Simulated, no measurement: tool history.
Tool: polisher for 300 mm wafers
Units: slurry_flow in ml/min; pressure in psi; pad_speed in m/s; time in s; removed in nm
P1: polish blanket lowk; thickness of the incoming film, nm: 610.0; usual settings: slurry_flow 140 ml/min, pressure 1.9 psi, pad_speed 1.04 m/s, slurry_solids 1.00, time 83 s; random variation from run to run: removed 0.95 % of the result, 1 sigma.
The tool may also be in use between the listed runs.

run,hour,slurry_flow,pressure,pad_speed,slurry_solids,time,removed
1,7.7,140,1.9,1.04,1.00,83,32.297
2,21.2,140,1.9,0.46,1.00,83,16.867
3,35.1,140,1.9,1.04,1.00,129,50.191
4,48.2,140,1.9,1.04,1.45,83,37.101
5,58.1,140,1.9,1.04,1.00,83,31.749
6,71.6,140,3.0,1.04,1.00,83,49.688
# hour 74.8: slurry nozzle cleaned
7,82.5,140,1.9,1.04,0.55,83,23.741
8,89.2,140,1.9,1.04,1.00,83,32.016
# hour 96.7: worn pad replaced by a new one
9,97.1,205,1.9,1.38,1.00,83,42.650
10,112.2,85,1.4,1.04,1.00,83,20.613
11,122.2,220,1.9,1.04,1.00,83,34.160
12,132.7,140,1.9,1.04,1.00,83,32.113
13,144.6,140,1.9,1.04,1.00,37,14.462
14,155.9,140,1.9,1.56,1.00,83,43.760
15,166.5,140,0.9,1.04,1.00,83,15.402
16,176.4,85,1.9,1.04,1.00,83,28.306
17,190.4,140,1.9,1.04,1.00,83,32.604
18,202.5,140,1.9,1.04,1.00,83,31.786
19,209.5,140,1.9,1.04,1.00,83,31.071
20,221.2,140,1.9,1.04,1.00,83,30.480
21,228.3,140,1.9,1.04,1.00,83,30.119
22,236.4,140,1.9,1.04,1.00,83,29.517
# hour 245.7: slurry nozzle cleaned
23,248.1,140,1.9,1.04,1.00,83,29.466
24,258.1,140,1.9,1.04,1.00,83,29.577
# hour 262.0: worn pad replaced by a new one
25,267.6,140,1.9,1.04,1.00,83,28.557
# hour 269.1: conditioning disc replaced and pad reconditioned
26,277.9,140,1.9,1.04,1.00,83,29.207
27,292.2,140,1.9,1.04,1.00,83,29.570

What P1 gives has crept away from where it was. These 2 causes fit the log equally well, each at the size given:
A: abrasive missing from the slurry, % = 18.5
B: head's pressure below its setpoint, % = 9.32
The creep began at about hour 202.5.
Why every other cause is out:
removal rate lost through wear of the pad, %: serviced at hour 262.0, which brought nothing back
slurry flow missing at the pad, %: serviced at hour 245.7, which brought nothing back
time polished since the conditioner stopped cutting, s: serviced at hour 269.1, which brought nothing back

4 check runs are offered, each on 5 wafers whose results are averaged, their results left as question marks. Which one tells the causes apart?
check 1,306.5,140,1.9,0.58,1.00,41,?
check 2,306.5,140,1.9,1.04,0.55,51,?
check 3,306.5,220,2.6,1.04,1.00,83,?
check 4,306.5,215,1.9,1.50,1.00,83,?

What each check would give under each cause:
check,result,if A,if B
check 1,removed,8.9526,8.9559
check 2,removed,12.5680,12.9560
check 3,removed,42.3550,42.3700
check 4,removed,41.3720,41.3870
How far apart the two closest causes lie, in the result that separates them most: check 1 0.04 %; check 2 3.03 %; check 3 0.04 %; check 4 0.04 %
Check 2 tells the causes apart: in the others they would give nearly the same result.

Check 2 was then run and gave: removed 12.5770 nm. Which cause is it?

It is A: abrasive missing from the slurry, %.
